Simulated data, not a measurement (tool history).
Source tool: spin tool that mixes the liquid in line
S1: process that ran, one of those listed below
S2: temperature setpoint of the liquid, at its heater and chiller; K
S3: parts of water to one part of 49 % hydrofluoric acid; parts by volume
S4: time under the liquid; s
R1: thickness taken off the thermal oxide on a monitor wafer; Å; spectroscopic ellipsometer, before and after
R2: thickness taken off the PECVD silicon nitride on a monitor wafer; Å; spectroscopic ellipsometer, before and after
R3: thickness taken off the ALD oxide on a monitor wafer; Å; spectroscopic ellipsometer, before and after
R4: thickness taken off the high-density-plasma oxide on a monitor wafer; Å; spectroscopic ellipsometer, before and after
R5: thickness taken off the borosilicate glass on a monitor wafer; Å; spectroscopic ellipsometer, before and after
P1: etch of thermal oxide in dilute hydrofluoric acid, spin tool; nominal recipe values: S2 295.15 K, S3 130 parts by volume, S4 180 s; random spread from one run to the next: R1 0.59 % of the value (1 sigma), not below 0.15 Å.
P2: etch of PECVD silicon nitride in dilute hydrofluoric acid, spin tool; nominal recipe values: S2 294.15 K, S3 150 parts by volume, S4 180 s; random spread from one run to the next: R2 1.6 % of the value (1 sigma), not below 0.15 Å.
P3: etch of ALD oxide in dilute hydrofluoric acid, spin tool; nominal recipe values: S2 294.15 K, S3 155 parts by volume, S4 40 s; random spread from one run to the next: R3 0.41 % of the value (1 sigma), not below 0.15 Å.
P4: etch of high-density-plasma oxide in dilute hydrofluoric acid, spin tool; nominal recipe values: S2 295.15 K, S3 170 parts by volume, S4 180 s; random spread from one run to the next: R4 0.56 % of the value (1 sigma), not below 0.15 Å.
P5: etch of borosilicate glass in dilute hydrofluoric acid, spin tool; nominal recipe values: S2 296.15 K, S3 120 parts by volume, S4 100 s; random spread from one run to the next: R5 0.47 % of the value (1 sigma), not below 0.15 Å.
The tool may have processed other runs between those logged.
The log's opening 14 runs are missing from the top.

{"run": 15, "hour": 119.0, "S1": "P1", "S2": 301.15, "S3": 130, "S4": 180, "R1": 71.93}
{"run": 16, "hour": 129.9, "S1": "P1", "S2": 291.15, "S3": 130, "S4": 180, "R1": 48.472}
{"run": 17, "hour": 139.3, "S1": "P4", "S2": 295.15, "S3": 170, "S4": 180, "R4": 100.13}
{"run": 18, "hour": 147.7, "S1": "P1", "S2": 295.15, "S3": 215, "S4": 180, "R1": 31.591}
{"run": 19, "hour": 154.2, "S1": "P5", "S2": 292.15, "S3": 120, "S4": 100, "R5": 218.91}
{"run": 20, "hour": 162.6, "S1": "P1", "S2": 295.15, "S3": 130, "S4": 305, "R1": 97.063}
{"run": 21, "hour": 169.8, "S1": "P2", "S2": 294.15, "S3": 150, "S4": 180, "R2": 17.135}
{"run": 22, "hour": 176.1, "S1": "P5", "S2": 296.15, "S3": 120, "S4": 100, "R5": 257.26}
{"run": 23, "hour": 181.2, "S1": "P3", "S2": 298.15, "S3": 155, "S4": 40, "R3": 55.772}
{"run": 24, "hour": 189.1, "S1": "P1", "S2": 295.15, "S3": 130, "S4": 180, "R1": 57.334}
{"run": 25, "hour": 197.4, "S1": "P4", "S2": 295.15, "S3": 70, "S4": 180, "R4": 271.67}
{"run": 26, "hour": 202.8, "S1": "P1", "S2": 295.15, "S3": 55, "S4": 180, "R1": 148.89}
{"run": 27, "hour": 209.6, "S1": "P1", "S2": 295.15, "S3": 130, "S4": 180, "R1": 57.991}
{"run": 28, "hour": 219.2, "S1": "P4", "S2": 295.15, "S3": 170, "S4": 180, "R4": 98.666}
{"run": 29, "hour": 224.7, "S1": "P1", "S2": 295.15, "S3": 130, "S4": 180, "R1": 56.774}
{"run": 30, "hour": 232.4, "S1": "P1", "S2": 295.15, "S3": 130, "S4": 180, "R1": 57.422}
{"run": 31, "hour": 240.0, "S1": "P5", "S2": 296.15, "S3": 120, "S4": 150, "R5": 387.25}

The next listed run, before its measurement:
{"run": 32, "hour": 248.1, "S1": "P1", "S2": 295.15, "S3": 130, "S4": 180, "R1": "?"}

Run 32 produced R1 56.932 Å.

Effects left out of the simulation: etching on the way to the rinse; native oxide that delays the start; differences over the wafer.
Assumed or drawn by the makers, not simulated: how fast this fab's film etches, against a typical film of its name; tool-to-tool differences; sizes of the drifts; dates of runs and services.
